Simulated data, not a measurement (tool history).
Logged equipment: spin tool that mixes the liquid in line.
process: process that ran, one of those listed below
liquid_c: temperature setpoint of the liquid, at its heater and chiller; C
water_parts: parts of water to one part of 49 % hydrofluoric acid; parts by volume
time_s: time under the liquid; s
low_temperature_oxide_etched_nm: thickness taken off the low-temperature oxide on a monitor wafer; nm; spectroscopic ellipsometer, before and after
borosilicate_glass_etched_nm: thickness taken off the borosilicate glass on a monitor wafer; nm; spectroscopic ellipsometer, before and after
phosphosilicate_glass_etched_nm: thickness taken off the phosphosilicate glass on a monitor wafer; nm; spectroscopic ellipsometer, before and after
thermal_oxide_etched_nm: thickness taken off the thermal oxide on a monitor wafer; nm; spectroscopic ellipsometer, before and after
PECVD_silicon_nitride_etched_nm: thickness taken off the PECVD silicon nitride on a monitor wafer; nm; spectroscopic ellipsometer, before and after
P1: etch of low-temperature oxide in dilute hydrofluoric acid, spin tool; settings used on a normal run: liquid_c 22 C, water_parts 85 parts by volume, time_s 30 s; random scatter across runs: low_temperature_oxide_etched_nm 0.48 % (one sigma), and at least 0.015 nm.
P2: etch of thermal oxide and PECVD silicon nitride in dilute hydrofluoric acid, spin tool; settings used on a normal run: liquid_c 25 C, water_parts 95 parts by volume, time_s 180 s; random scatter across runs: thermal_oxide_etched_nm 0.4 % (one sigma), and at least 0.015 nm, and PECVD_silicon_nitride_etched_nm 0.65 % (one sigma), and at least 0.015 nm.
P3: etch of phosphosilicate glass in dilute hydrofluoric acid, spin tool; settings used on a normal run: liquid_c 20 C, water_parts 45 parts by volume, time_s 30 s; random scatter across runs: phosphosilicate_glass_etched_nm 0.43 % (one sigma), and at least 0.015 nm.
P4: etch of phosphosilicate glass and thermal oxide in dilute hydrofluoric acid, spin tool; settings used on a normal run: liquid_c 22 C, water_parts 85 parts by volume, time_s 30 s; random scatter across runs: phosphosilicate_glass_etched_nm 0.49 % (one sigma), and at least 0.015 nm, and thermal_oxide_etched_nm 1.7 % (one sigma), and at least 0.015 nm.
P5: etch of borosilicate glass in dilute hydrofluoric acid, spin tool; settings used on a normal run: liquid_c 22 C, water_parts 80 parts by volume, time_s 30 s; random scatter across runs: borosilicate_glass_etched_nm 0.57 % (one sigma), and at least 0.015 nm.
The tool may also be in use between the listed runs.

run   hour  process  liquid_c  water_parts  time_s  hours since the thermometer was replaced  hours since the hydrofluoric acid flow meter was replaced  low_temperature_oxide_etched_nm  borosilicate_glass_etched_nm  phosphosilicate_glass_etched_nm  thermal_oxide_etched_nm  PECVD_silicon_nitride_etched_nm
  1   10.3       P1        22           85      30                                      78.6                                                     1361.8                           11.857
  2   22.5       P5        22           80      45                                      90.8                                                       1374                                                         17.832
  3   37.4       P1      17.5           85      30                                     105.7                                                     1388.9                           9.8949
  4   51.4       P3        25           45      30                                     119.7                                                     1402.9                                                                                          73.987
  5   64.7       P4        22           85      30                                       133                                                     1416.2                                                                                          49.214                   1.5155
      67.2  -- hydrofluoric acid flow meter replaced
  6   79.7       P3        20           25      30                                       148                                                       12.6                                                                                           110.4
  7   87.5       P2        25           95     310                                     155.8                                                       20.4                                                                                                                    16.93                           5.9431
  8  100.1       P1      27.5           85      30                                     168.4                                                         33                           14.936
  9  110.7       P1        22           85      30                                       179                                                       43.6                           11.846
 10  124.2       P3        20           45      60                                     192.5                                                       57.1                                                                                          118.43
 11  133.9       P1        22          130      30                                     202.2                                                       66.8                           7.3773
     144.6  -- thermometer replaced
 12  149.2       P2        25          170     180                                       4.6                                                       82.1                                                                                                                   5.0635                           1.9386
 13  161.7       P5        22           35      30                                      17.1                                                       94.6                                                          28.62
 14  175.2       P3        20           45      30                                      30.6                                                      108.1                                                                                          59.756
 15  189.8       P1        22           85      15                                      45.2                                                      122.7                            5.934
 16  204.4       P4        17           85      30                                      59.8                                                      137.3                                                                                          40.222                   1.2704
 17  211.5       P1        22           85      60                                      66.9                                                      144.4                           23.851
 18  219.1       P2        32           95     180                                      74.5                                                        152                                                                                                                   12.829                           5.3978
 19    229       P4        22           25      30                                      84.4                                                      161.9                                                                                          180.39                   5.5615
 20  235.9       P5        29           80      30                                      91.3                                                      168.8                                                         15.641
 21  249.3       P2        25           95     180                                     104.7                                                      182.2                                                                                                                   9.8922                           3.4633
 22  262.9       P2        25           95     180                                     118.3                                                      195.8                                                                                                                   9.8747                           3.4476
 23  269.9       P4        22           85      50                                     125.3                                                      202.8                                                                                          81.681                    2.559
 24  284.2       P1      29.5           85      15                                     139.6                                                      217.1                           7.9675
 25  298.1       P5        22           80      30                                     153.5                                                        231                                                         11.751
 26    305       P1        22           85      30                                     160.4                                                      237.9                           11.948
 27  315.7       P1        22           50      30                                     171.1                                                      248.6                           20.997
 28  329.3       P1        22           85      30                                     184.7                                                      262.2                           11.839
 29  341.2       P1        22           85      30                                     196.6                                                      274.1                           11.984
 30  355.1       P1        22           85      30                                     210.5                                                        288                           12.228
 31  366.5       P1        22           85      30                                     221.9                                                      299.4                           12.629
 32  378.4       P1        22           85      30                                     233.8                                                      311.3                           12.803
 33  387.2       P1        22           85      30                                     242.6                                                      320.1                           12.873
 34  399.9       P1        22           85      30                                     255.3                                                      332.8                           12.987
 35  412.9       P1        22           85      30                                     268.3                                                      345.8                           12.973
 36  428.3       P1        22           85      30                                     283.7                                                      361.2                           13.096
 37    438       P1        22           85      30                                     293.4                                                      370.9                           13.057
 38  446.7       P1        22           85      30                                     302.1                                                      379.6                           13.076
 39  457.9       P1        22           85      30                                     313.3                                                      390.8                           13.147

P1 has crept away from where it was. The log is fitted equally well by each of these 2 causes, at the sizes shown:
A: hydrofluoric acid flow above the setpoint (%) = 9.15
B: liquid hotter than its thermometer reads (K) = 2.39
The process output started creeping at around hour 341.2.

The check runs listed below each take one wafer, and their results are still question marks. Under which run would the listed causes lead to clearly different results?
check 1  469.1       P5        22           80      30                                                                                                                                                                   ?
check 2  469.1       P3        20           45      30                                                                                                                                                                                                    ?
check 3  469.1       P4        22           85      30                                                                                                                                                                                                    ?                        ?
check 4  469.1       P2        25           95     180                                                                                                                                                                                                                             ?                                ?

What each check would give under each cause:
  check                           result    if A    if B
check 1     borosilicate_glass_etched_nm  12.987  13.001
check 2  phosphosilicate_glass_etched_nm  65.393  65.977
check 3  phosphosilicate_glass_etched_nm  54.134  54.146
check 3          thermal_oxide_etched_nm   1.643  1.6434
check 4          thermal_oxide_etched_nm  10.892  10.844
check 4  PECVD_silicon_nitride_etched_nm   3.765   4.032
Distance between the nearest two causes, measured in the result of the check that separates them most: check 1 0.1 %; check 2 0.89 %; check 3 0.02 %; check 4 6.85 %
Check 4 distinguishes between the causes, while the remaining checks would return nearly the same result for all of them.

Check 4 was then run and gave: thermal_oxide_etched_nm 10.851 nm; PECVD_silicon_nitride_etched_nm 4.0403 nm. Which cause is it?

It is B: liquid hotter than its thermometer reads (K).
